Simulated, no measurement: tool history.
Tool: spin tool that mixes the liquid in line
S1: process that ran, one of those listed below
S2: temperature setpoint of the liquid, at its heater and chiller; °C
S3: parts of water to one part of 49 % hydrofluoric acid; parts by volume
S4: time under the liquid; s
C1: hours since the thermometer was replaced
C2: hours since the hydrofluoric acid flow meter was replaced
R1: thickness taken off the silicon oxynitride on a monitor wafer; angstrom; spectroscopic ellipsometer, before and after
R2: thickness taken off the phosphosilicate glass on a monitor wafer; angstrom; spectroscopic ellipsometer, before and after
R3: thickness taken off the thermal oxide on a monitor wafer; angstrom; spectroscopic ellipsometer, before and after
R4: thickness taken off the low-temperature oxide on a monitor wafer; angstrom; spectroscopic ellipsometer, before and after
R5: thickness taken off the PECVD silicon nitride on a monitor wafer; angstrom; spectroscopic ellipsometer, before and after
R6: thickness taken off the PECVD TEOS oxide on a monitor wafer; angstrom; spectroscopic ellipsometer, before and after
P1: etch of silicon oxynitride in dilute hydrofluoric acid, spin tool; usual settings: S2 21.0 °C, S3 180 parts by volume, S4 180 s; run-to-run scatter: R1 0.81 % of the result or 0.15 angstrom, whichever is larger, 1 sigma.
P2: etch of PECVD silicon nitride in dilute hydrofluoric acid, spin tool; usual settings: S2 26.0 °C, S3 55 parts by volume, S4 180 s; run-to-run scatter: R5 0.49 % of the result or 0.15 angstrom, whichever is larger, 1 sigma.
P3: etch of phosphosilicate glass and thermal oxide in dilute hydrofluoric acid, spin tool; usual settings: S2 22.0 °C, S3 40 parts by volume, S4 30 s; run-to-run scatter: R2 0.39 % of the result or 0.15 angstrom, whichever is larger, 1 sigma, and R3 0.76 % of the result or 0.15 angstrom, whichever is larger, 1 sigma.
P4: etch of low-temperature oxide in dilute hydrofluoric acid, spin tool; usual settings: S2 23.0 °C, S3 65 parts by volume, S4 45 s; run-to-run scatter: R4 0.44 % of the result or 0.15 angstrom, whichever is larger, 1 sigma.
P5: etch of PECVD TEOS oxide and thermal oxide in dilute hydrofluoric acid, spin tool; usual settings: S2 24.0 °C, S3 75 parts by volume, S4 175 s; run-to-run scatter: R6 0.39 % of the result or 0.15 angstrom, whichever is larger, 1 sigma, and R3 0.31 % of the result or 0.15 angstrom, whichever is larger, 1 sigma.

run	hour	S1	S2	S3	S4	C1	C2	R1	R2	R3	R4	R5	R6
1	9.6	P1	21.0	180	180	780.5	615.7	32.1810					
2	18.7	P3	22.0	75	30	789.6	624.8		450.54	18.008			
3	33.6	P1	21.0	180	180	804.5	639.7	31.7140					
4	47.5	P1	21.0	180	50	818.4	653.6	8.8455					
5	63.6	P3	22.0	40	30	834.5	669.7		880.46	36.073			
6	77.0	P3	29.5	40	30	847.9	683.1		1206.30	48.294			
7	91.8	P4	23.0	65	20	862.7	697.9				109.17		
8	107.9	P2	26.0	55	180	878.8	714.0					210.910	
9	119.2	P5	24.0	25	175	890.1	725.3			363.830			1671.30
10	128.5	P1	21.0	180	180	899.4	734.6	32.0420					
11	144.7	P1	21.0	275	180	915.6	750.8	19.2780					
12	152.7	P5	24.0	75	175	923.6	758.8			113.580			522.92
13	169.6	P4	23.0	65	45	940.5	775.7				249.78		
14	184.8	P1	21.0	90	180	955.7	790.9	68.6290					
15	199.6	P1	21.0	180	180	970.5	805.7	31.6630					
16	212.8	P4	23.0	65	45	983.7	818.9				247.42		
17	224.8	P3	22.0	40	15	995.7	830.9		445.36	17.652			
18	239.2	P4	17.0	65	45	1010.1	845.3				192.37		
19	246.8	P1	21.0	180	290	1017.7	852.9	52.1980					
20	261.8	P1	17.0	70	180	1032.7	867.9	72.8310					
21	274.2	P2	26.0	55	30	1045.1	880.3					35.433	
22	288.1	P2	26.0	20	180	1059.0	894.2					558.890	
23	296.6	P1	21.0	180	180	1067.5	902.7	32.0600					
24	307.6	P1	17.0	180	85	1078.5	913.7	12.5660					
25	324.2	P5	29.5	75	175	1095.1	930.3			141.720			650.30
26	336.7	P1	17.0	180	180	1107.6	942.8	26.7950					
27	345.2	P2	18.5	55	180	1116.1	951.3					125.610	
28	353.9	P1	26.5	180	180	1124.8	960.0	40.8330					
29	365.8	P5	24.0	75	55	1136.7	971.9			35.901			163.90
30	373.4	P1	17.0	180	285	1144.3	979.5	42.0470					
# hour 379.9: hydrofluoric acid flow meter replaced
31	384.4	P3	22.0	40	30	1155.3	4.6		883.48	36.072			
32	393.0	P4	23.0	35	45	1163.9	13.2				479.85		
33	407.7	P5	24.0	75	175	1178.6	27.9			114.180			523.52
34	416.3	P1	21.0	180	180	1187.2	36.5	31.8460					
35	428.3	P1	21.0	180	180	1199.2	48.5	31.7500					
36	436.1	P1	21.0	180	180	1207.0	56.3	31.1590					
37	445.7	P1	21.0	180	180	1216.6	65.9	30.8250					
38	459.4	P1	21.0	180	180	1230.3	79.6	29.9710					
39	473.6	P1	21.0	180	180	1244.5	93.8	30.1210					
40	489.8	P1	21.0	180	180	1260.7	110.0	29.4120					
41	503.5	P1	21.0	180	180	1274.4	123.7	29.7130					
42	515.4	P1	21.0	180	180	1286.3	135.6	29.5790					
43	527.1	P1	21.0	180	180	1298.0	147.3	29.3240					
44	535.0	P1	21.0	180	180	1305.9	155.2	29.3750					
45	548.8	P1	21.0	180	180	1319.7	169.0	29.1990					

What P1 gives has crept away from where it was. These 2 causes fit the log equally well, each at the size given:
A: liquid colder than its thermometer reads (K) = 1.84
B: hydrofluoric acid flow below the setpoint (%) = 7.34
The creep began at about hour 428.3.

4 check runs are offered, one wafer each, their results left as question marks. Which one tells the causes apart?
check 1	562.6	P5	24.0	30	175					?			?
check 2	562.6	P4	20.0	40	45						?		
check 3	562.6	P3	26.5	40	30				?	?			
check 4	562.6	P2	23.0	55	55							?	

What each check would give under each cause:
check	result	if A	if B
check 1	R3	279.510	278.950
check 1	R6	1281.70	1279.10
check 2	R4	337.32	337.04
check 3	R2	986.11	980.84
check 3	R3	39.913	39.700
check 4	R5	46.282	48.699
How far apart the two closest causes lie, in the result that separates them most: check 1 0.2 %; check 2 0.08 %; check 3 0.54 %; check 4 5.09 %
Only check 4 tells the causes apart: in the others they would give nearly the same result.

Check 4 was then run and gave: R5 48.298 angstrom. Which cause is it?

It is B: hydrofluoric acid flow below the setpoint (%).

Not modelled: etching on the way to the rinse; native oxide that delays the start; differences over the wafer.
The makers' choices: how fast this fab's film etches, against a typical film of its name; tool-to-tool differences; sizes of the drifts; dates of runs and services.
